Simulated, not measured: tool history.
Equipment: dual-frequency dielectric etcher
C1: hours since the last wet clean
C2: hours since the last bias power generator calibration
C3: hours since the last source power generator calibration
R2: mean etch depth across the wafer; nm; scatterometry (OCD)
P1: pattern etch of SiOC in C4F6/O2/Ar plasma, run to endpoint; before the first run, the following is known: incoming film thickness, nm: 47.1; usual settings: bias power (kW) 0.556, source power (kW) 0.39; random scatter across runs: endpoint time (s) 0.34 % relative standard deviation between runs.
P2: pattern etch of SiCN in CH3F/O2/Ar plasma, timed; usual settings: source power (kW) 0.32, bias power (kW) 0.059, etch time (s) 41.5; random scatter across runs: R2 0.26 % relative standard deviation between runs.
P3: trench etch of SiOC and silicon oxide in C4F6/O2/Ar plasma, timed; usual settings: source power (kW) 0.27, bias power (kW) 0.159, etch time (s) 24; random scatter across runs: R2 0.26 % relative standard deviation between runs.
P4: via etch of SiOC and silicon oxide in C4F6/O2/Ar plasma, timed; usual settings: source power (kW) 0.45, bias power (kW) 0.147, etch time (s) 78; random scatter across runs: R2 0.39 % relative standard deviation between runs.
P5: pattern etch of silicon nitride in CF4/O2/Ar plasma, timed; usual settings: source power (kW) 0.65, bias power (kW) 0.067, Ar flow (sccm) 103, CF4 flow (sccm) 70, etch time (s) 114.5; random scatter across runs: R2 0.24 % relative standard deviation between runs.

Run 1, hour 10.1: process that ran P1, bias power (kW) 0.556, source power (kW) 0.39; C1 74.3; C2 569.2; C3 468.3. Result: endpoint time (s) 15.284.
Run 2, hour 22.2: process that ran P1, bias power (kW) 0.556, source power (kW) 0.54; C1 86.4; C2 581.3; C3 480.4. Result: endpoint time (s) 13.649.
Run 3, hour 37.5: process that ran P5, bias power (kW) 0.067, source power (kW) 0.65, Ar flow (sccm) 103, CF4 flow (sccm) 70, etch time (s) 114.5; C1 101.7; C2 596.6; C3 495.7. Result: R2 276.87 nm.
Run 4, hour 52.9: process that ran P1, bias power (kW) 0.556, source power (kW) 0.39; C1 117.1; C2 612; C3 511.1. Result: endpoint time (s) 15.262.
Run 5, hour 60.3: process that ran P2, bias power (kW) 0.059, source power (kW) 0.32, etch time (s) 41.5; C1 124.5; C2 619.4; C3 518.5. Result: R2 13.464 nm.
Run 6, hour 70: process that ran P1, bias power (kW) 0.556, source power (kW) 0.28; C1 134.2; C2 629.1; C3 528.2. Result: endpoint time (s) 17.419.
Run 7, hour 84.9: process that ran P3, bias power (kW) 0.1, source power (kW) 0.27, etch time (s) 24; C1 149.1; C2 644; C3 543.1. Result: R2 34.423 nm.
Run 8, hour 101.5: process that ran P2, bias power (kW) 0.046, source power (kW) 0.32, etch time (s) 41.5; C1 165.7; C2 660.6; C3 559.7. Result: R2 12.35 nm.
Run 9, hour 113.9: process that ran P5, bias power (kW) 0.067, source power (kW) 0.5, Ar flow (sccm) 103, CF4 flow (sccm) 70, etch time (s) 114.5; C1 178.1; C2 673; C3 572.1. Result: R2 220.87 nm.
Run 10, hour 122.4: process that ran P5, bias power (kW) 0.067, source power (kW) 0.65, Ar flow (sccm) 103, CF4 flow (sccm) 51, etch time (s) 114.5; C1 186.6; C2 681.5; C3 580.6. Result: R2 266.48 nm.
Run 11, hour 136.4: process that ran P4, bias power (kW) 0.203, source power (kW) 0.45, etch time (s) 78; C1 200.6; C2 695.5; C3 594.6. Result: R2 97.64 nm.
Run 12, hour 150: process that ran P1, bias power (kW) 0.556, source power (kW) 0.39; C1 214.2; C2 709.1; C3 608.2. Result: endpoint time (s) 15.237.
Run 13, hour 163.8: process that ran P5, bias power (kW) 0.092, source power (kW) 0.65, Ar flow (sccm) 103, CF4 flow (sccm) 70, etch time (s) 114.5; C1 228; C2 722.9; C3 622. Result: R2 317.17 nm.
Run 14, hour 176.5: process that ran P2, bias power (kW) 0.059, source power (kW) 0.32, etch time (s) 52.5; C1 240.7; C2 735.6; C3 634.7. Result: R2 16.918 nm.
Run 15, hour 184.2: process that ran P4, bias power (kW) 0.147, source power (kW) 0.45, etch time (s) 95.5; C1 248.4; C2 743.3; C3 642.4. Result: R2 106.93 nm.
Run 16, hour 194.2: process that ran P1, bias power (kW) 0.682, source power (kW) 0.39; C1 258.4; C2 753.3; C3 652.4. Result: endpoint time (s) 14.136.
Run 17, hour 204.6: process that ran P3, bias power (kW) 0.159, source power (kW) 0.38, etch time (s) 24; C1 268.8; C2 763.7; C3 662.8. Result: R2 45.152 nm.
Run 18, hour 214.4: process that ran P1, bias power (kW) 0.556, source power (kW) 0.39; C1 278.6; C2 773.5; C3 672.6. Result: endpoint time (s) 15.436.
Run 19, hour 224.8: process that ran P1, bias power (kW) 0.458, source power (kW) 0.32; C1 289; C2 783.9; C3 683. Result: endpoint time (s) 17.668.
Run 20, hour 237.5: process that ran P1, bias power (kW) 0.343, source power (kW) 0.39; C1 301.7; C2 796.6; C3 695.7. Result: endpoint time (s) 18.395.
Run 21, hour 252.8: process that ran P3, bias power (kW) 0.159, source power (kW) 0.27, etch time (s) 13; C1 317; C2 811.9; C3 711. Result: R2 21.473 nm.
Run 22, hour 264.9: process that ran P5, bias power (kW) 0.067, source power (kW) 0.65, Ar flow (sccm) 65, CF4 flow (sccm) 70, etch time (s) 114.5; C1 329.1; C2 824; C3 723.1. Result: R2 292.92 nm.
Run 23, hour 275.6: process that ran P5, bias power (kW) 0.067, source power (kW) 0.65, Ar flow (sccm) 103, CF4 flow (sccm) 70, etch time (s) 145; C1 339.8; C2 834.7; C3 733.8. Result: R2 352.67 nm.
Run 24, hour 284.9: process that ran P1, bias power (kW) 0.556, source power (kW) 0.39; C1 349.1; C2 844; C3 743.1. Result: endpoint time (s) 15.291.
Run 25, hour 300.5: process that ran P4, bias power (kW) 0.147, source power (kW) 0.45, etch time (s) 78; C1 364.7; C2 859.6; C3 758.7. Result: R2 87.686 nm.
Run 26, hour 310.3: process that ran P3, bias power (kW) 0.159, source power (kW) 0.27, etch time (s) 24; C1 374.5; C2 869.4; C3 768.5. Result: R2 39.534 nm.
Run 27, hour 320.7: process that ran P4, bias power (kW) 0.147, source power (kW) 0.58, etch time (s) 78; C1 384.9; C2 879.8; C3 778.9. Result: R2 97.496 nm.
Run 28, hour 333.8: process that ran P1, bias power (kW) 0.556, source power (kW) 0.39; C1 398; C2 892.9; C3 792. Result: endpoint time (s) 15.332.
Run 29, hour 350.3: process that ran P2, bias power (kW) 0.059, source power (kW) 0.19, etch time (s) 41.5; C1 414.5; C2 909.4; C3 808.5. Result: R2 10.994 nm.
Run 30, hour 359.6: process that ran P4, bias power (kW) 0.147, source power (kW) 0.45, etch time (s) 78; C1 423.8; C2 918.7; C3 817.8. Result: R2 88.139 nm.
Run 31, hour 374.8: process that ran P1, bias power (kW) 0.556, source power (kW) 0.39; C1 439; C2 933.9; C3 833. Result: endpoint time (s) 15.332.
Run 32, hour 382.9: process that ran P1, bias power (kW) 0.556, source power (kW) 0.39; C1 447.1; C2 942; C3 841.1. Result: endpoint time (s) 15.377.
Run 33, hour 399.6: process that ran P1, bias power (kW) 0.556, source power (kW) 0.39; C1 463.8; C2 958.7; C3 857.8. Result: endpoint time (s) 15.512.
Run 34, hour 406.9: process that ran P1, bias power (kW) 0.556, source power (kW) 0.39; C1 471.1; C2 966; C3 865.1. Result: endpoint time (s) 15.53.
Run 35, hour 422: process that ran P1, bias power (kW) 0.556, source power (kW) 0.39; C1 486.2; C2 981.1; C3 880.2. Result: endpoint time (s) 15.611.
At hour 424.8: wet clean of the chamber.
Run 36, hour 434.6: process that ran P1, bias power (kW) 0.556, source power (kW) 0.39; C1 9.8; C2 993.7; C3 892.8. Result: endpoint time (s) 15.557.
Run 37, hour 449.4: process that ran P1, bias power (kW) 0.556, source power (kW) 0.39; C1 24.6; C2 1008.5; C3 907.6. Result: endpoint time (s) 15.576.
Run 38, hour 458.9: process that ran P1, bias power (kW) 0.556, source power (kW) 0.39; C1 34.1; C2 1018; C3 917.1. Result: endpoint time (s) 15.537.
Run 39, hour 468.8: process that ran P1, bias power (kW) 0.556, source power (kW) 0.39; C1 44; C2 1027.9; C3 927. Result: endpoint time (s) 15.624.
Run 40, hour 480.2: process that ran P1, bias power (kW) 0.556, source power (kW) 0.39; C1 55.4; C2 1039.3; C3 938.4. Result: endpoint time (s) 15.657.
Run 41, hour 493.1: process that ran P1, bias power (kW) 0.556, source power (kW) 0.39; C1 68.3; C2 1052.2; C3 951.3. Result: endpoint time (s) 15.653.
Run 42, hour 509.3: process that ran P1, bias power (kW) 0.556, source power (kW) 0.39; C1 84.5; C2 1068.4; C3 967.5. Result: endpoint time (s) 15.598.

The output of P1 has drifted from where it used to be. Each of the 2 causes below, taken at the size shown beside it, accounts for the log equally well:
A: bias power that arrives under what is set, % = 4.4
B: source power that arrives under what is set, % = 4.53
The gradual shift began around hour 374.8.
Other possible causes, and why each is ruled out:
chamber walls in a state that lowers the etch rate, %: was serviced at hour 424.8, once the creep was under way, yet the earlier output never came back

Question marks stand in for the results of the 4 check runs listed below, each run on one wafer. Under which run would the listed causes show clearly different results?
Run check 1, hour 525.5: process that ran P5, bias power (kW) 0.089, source power (kW) 0.65, Ar flow (sccm) 103, CF4 flow (sccm) 70, etch time (s) 114.5. Result: R2 ?.
Run check 2, hour 525.5: process that ran P3, bias power (kW) 0.129, source power (kW) 0.27, etch time (s) 14.5. Result: R2 ?.
Run check 3, hour 525.5: process that ran P4, bias power (kW) 0.191, source power (kW) 0.45, etch time (s) 78. Result: R2 ?.
Run check 4, hour 525.5: process that ran P2, bias power (kW) 0.059, source power (kW) 0.2, etch time (s) 48.5. Result: R2 ?.

Check results expected under each cause:
  check  result    if A    if B
check 1      R2  305.92  299.69
check 2      R2  22.073   21.97
check 3      R2  93.923  93.599
check 4      R2  12.919  12.901
Distance between the nearest two causes, measured in the result of the check that separates them most: check 1 2.06 %; check 2 0.47 %; check 3 0.35 %; check 4 0.14 %
The other checks would show nearly matching results whichever cause is true, so check 1 is the only one that separates the causes.

With check 1 done, the readings were: R2 300.48 nm. Identify which of the listed causes applies.

Of the candidate causes, it is B: source power that arrives under what is set, %.
